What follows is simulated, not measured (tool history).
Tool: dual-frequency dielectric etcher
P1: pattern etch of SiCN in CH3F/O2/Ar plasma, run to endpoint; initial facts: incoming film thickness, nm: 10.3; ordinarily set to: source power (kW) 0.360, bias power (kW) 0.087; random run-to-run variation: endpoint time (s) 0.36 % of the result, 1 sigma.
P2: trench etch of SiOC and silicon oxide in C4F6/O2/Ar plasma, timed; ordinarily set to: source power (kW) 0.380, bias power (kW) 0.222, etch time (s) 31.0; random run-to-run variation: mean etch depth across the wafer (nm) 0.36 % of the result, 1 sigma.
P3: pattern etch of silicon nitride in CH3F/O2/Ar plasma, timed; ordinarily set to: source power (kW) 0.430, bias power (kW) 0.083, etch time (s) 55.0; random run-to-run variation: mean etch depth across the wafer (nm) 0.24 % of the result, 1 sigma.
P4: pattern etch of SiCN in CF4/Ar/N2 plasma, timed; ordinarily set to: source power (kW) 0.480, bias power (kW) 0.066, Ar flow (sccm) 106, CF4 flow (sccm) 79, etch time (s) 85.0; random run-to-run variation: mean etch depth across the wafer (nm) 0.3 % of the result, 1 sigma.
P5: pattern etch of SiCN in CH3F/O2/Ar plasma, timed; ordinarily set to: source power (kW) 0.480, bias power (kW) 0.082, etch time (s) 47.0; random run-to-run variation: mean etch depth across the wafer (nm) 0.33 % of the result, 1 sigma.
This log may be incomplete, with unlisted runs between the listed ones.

run,hour,process that ran,source power (kW),bias power (kW),etch time (s),Ar flow (sccm),CF4 flow (sccm),hours since the last wet clean,hours since the last source power generator calibration,hours since the last bias power generator calibration,endpoint time (s),mean etch depth across the wafer (nm)
1,10.9,P1,0.360,0.087,,,,238.7,332.4,601.5,26.939,
2,21.0,P1,0.360,0.087,,,,248.8,342.5,611.6,26.821,
3,30.6,P1,0.250,0.087,,,,258.4,352.1,621.2,30.685,
4,38.7,P1,0.360,0.052,,,,266.5,360.2,629.3,32.225,
5,45.9,P2,0.380,0.222,31.0,,,273.7,367.4,636.5,,65.435
6,51.3,P4,0.480,0.066,85.0,87,79,279.1,372.8,641.9,,77.918
7,58.9,P3,0.430,0.083,55.0,,,286.7,380.4,649.5,,41.658
8,64.5,P5,0.660,0.082,47.0,,,292.3,386.0,655.1,,21.696
9,72.5,P4,0.680,0.066,85.0,106,79,300.3,394.0,663.1,,103.140
10,82.4,P2,0.380,0.280,31.0,,,310.2,403.9,673.0,,70.554
11,89.2,P4,0.480,0.066,85.0,106,79,317.0,410.7,679.8,,75.807
12,97.8,P2,0.380,0.222,31.0,,,325.6,419.3,688.4,,65.020
13,104.6,P4,0.480,0.066,85.0,106,79,332.4,426.1,695.2,,75.686
14,113.5,P1,0.360,0.087,,,,341.3,435.0,704.1,26.839,
15,120.6,P3,0.430,0.083,71.0,,,348.4,442.1,711.2,,53.625
16,127.3,P1,0.260,0.122,,,,355.1,448.8,717.9,26.504,
17,137.3,P3,0.430,0.083,55.0,,,365.1,458.8,727.9,,41.748
18,143.0,P4,0.480,0.066,60.5,106,79,370.8,464.5,733.6,,53.968
19,149.3,P2,0.220,0.222,31.0,,,377.1,470.8,739.9,,52.460
20,160.2,P5,0.480,0.082,26.0,,,388.0,481.7,750.8,,10.617

What will run 21 give?
21,168.0,P2,0.380,0.222,17.0,,,395.8,489.5,758.6,,?

{"run 21": {"mean etch depth across the wafer (nm)": 35.615}}
